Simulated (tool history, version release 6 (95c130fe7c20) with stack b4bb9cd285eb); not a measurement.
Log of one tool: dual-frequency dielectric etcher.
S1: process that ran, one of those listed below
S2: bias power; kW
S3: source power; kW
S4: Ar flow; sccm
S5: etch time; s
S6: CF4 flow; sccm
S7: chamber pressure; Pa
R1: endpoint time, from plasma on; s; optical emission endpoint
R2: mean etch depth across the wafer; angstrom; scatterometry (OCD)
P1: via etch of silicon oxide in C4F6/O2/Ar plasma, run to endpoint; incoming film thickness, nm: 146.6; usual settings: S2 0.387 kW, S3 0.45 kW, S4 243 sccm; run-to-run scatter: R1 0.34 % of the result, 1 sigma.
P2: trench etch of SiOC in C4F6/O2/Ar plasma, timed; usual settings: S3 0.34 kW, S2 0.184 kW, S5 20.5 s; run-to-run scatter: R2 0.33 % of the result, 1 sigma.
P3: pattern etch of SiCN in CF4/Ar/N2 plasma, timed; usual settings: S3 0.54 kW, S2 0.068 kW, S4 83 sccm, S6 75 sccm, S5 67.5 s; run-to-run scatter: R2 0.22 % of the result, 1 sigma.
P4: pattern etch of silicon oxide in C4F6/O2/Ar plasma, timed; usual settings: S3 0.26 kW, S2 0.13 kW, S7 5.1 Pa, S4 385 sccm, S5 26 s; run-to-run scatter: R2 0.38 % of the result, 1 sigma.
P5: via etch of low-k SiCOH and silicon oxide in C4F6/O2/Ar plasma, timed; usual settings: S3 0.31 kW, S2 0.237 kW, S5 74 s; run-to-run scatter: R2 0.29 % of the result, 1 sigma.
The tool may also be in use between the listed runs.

run	hour	S1	S2	S3	S4	S5	S6	S7	R1	R2
1	7.6	P1	0.387	0.45	243				34.346	
2	18.7	P1	0.267	0.45	243				39.189	
3	24.3	P2	0.184	0.34		20.5				401.15
4	31.8	P5	0.151	0.31		74				1763.4
5	43.9	P5	0.237	0.31		74				2049.7
# hour 46.8: wet clean of the chamber
6	55.1	P3	0.068	0.54	83	67.5	75			686.55
7	64.2	P2	0.184	0.23		20.5				344.46
8	69.9	P5	0.237	0.23		74				1826.2
9	77.5	P1	0.505	0.45	243				31.254	
10	89.5	P4	0.13	0.26	385	26		6.1		578.7
11	95.9	P1	0.387	0.45	243				34.281	
12	102.1	P1	0.387	0.45	243				34.226	
13	109.4	P4	0.13	0.26	385	26		5.1		589.14
14	120.8	P4	0.079	0.26	385	26		5.1		509.86
15	133	P1	0.387	0.45	292				35.273	
16	144.9	P1	0.387	0.28	243				40.908	
17	151.1	P3	0.068	0.54	83	38	75			386.4
18	162.8	P1	0.387	0.45	243				34.432	
19	171.6	P1	0.387	0.45	165				32.837	
20	178.8	P3	0.068	0.36	83	67.5	75			479.14
21	184.9	P4	0.13	0.35	385	26		5.1		659.25
22	192.5	P5	0.237	0.31		94				2592.3
23	198.1	P1	0.387	0.32	173				37.625	
24	207.1	P5	0.237	0.31		74				2056.9
25	215.8	P2	0.247	0.34		20.5				445.28
26	226.2	P2	0.184	0.34		11.5				225.96
27	232.7	P3	0.094	0.54	83	67.5	75			765
28	240.1	P3	0.068	0.54	83	67.5	51			647.8
29	251.9	P1	0.387	0.56	243				31.796	
30	260.2	P4	0.13	0.26	385	15		5.1		339.14
31	271.8	P3	0.068	0.54	63	67.5	75			713.77
32	279.7	P4	0.13	0.26	385	26		5.1		592.07
33	289.2	P4	0.13	0.26	482	26		5.1		572.78
34	300.2	P1	0.387	0.45	243				34.434	
35	312.2	P1	0.387	0.45	243				34.45	
36	321.9	P1	0.387	0.45	243				34.508	
37	332	P1	0.387	0.45	243				34.819	
38	340	P1	0.387	0.45	243				34.757	
39	348.3	P1	0.387	0.45	243				34.958	
40	358.8	P1	0.387	0.45	243				34.942	
41	368.8	P1	0.387	0.45	243				35.045	
# hour 369: wet clean of the chamber
42	379.9	P1	0.387	0.45	243				34.987	
43	385.6	P1	0.387	0.45	243				34.878	
44	393	P1	0.387	0.45	243				34.789	

What P1 gives has crept away from where it was. These 2 causes fit the log equally well, each at the size given:
A: source power that arrives under what is set, % = 4.59
B: bias power that arrives under what is set, % = 4.81
The creep began at about hour 300.2.
Why every other cause is out:
chamber walls in a state that lowers the etch rate, %: serviced at hour 369, which brought nothing back
Ar flow that arrives over what is set, %: at most 8, which would move R1 by +0.9 %: too little, or the wrong way

4 check runs are offered, one wafer each, their results left as question marks. Which one tells the causes apart?
check 1	400.4	P2	0.231	0.34		14				?
check 2	400.4	P4	0.087	0.33	385	26		5.1		?
check 3	400.4	P3	0.068	0.38	83	67.5	75			?
check 4	400.4	P5	0.169	0.31		88.5				?

What each check would give under each cause:
check	result	if A	if B
check 1	R2	289.75	290.17
check 2	R2	566.58	569.99
check 3	R2	482.51	494.75
check 4	R2	2155	2160.8
How far apart the two closest causes lie, in the result that separates them most: check 1 0.14 %; check 2 0.6 %; check 3 2.51 %; check 4 0.27 %
Only check 3 tells the causes apart: in the others they would give nearly the same result.

Then check 3 was run and gave: R2 483.87 angstrom. Which cause is it?

It is A: source power that arrives under what is set, %.

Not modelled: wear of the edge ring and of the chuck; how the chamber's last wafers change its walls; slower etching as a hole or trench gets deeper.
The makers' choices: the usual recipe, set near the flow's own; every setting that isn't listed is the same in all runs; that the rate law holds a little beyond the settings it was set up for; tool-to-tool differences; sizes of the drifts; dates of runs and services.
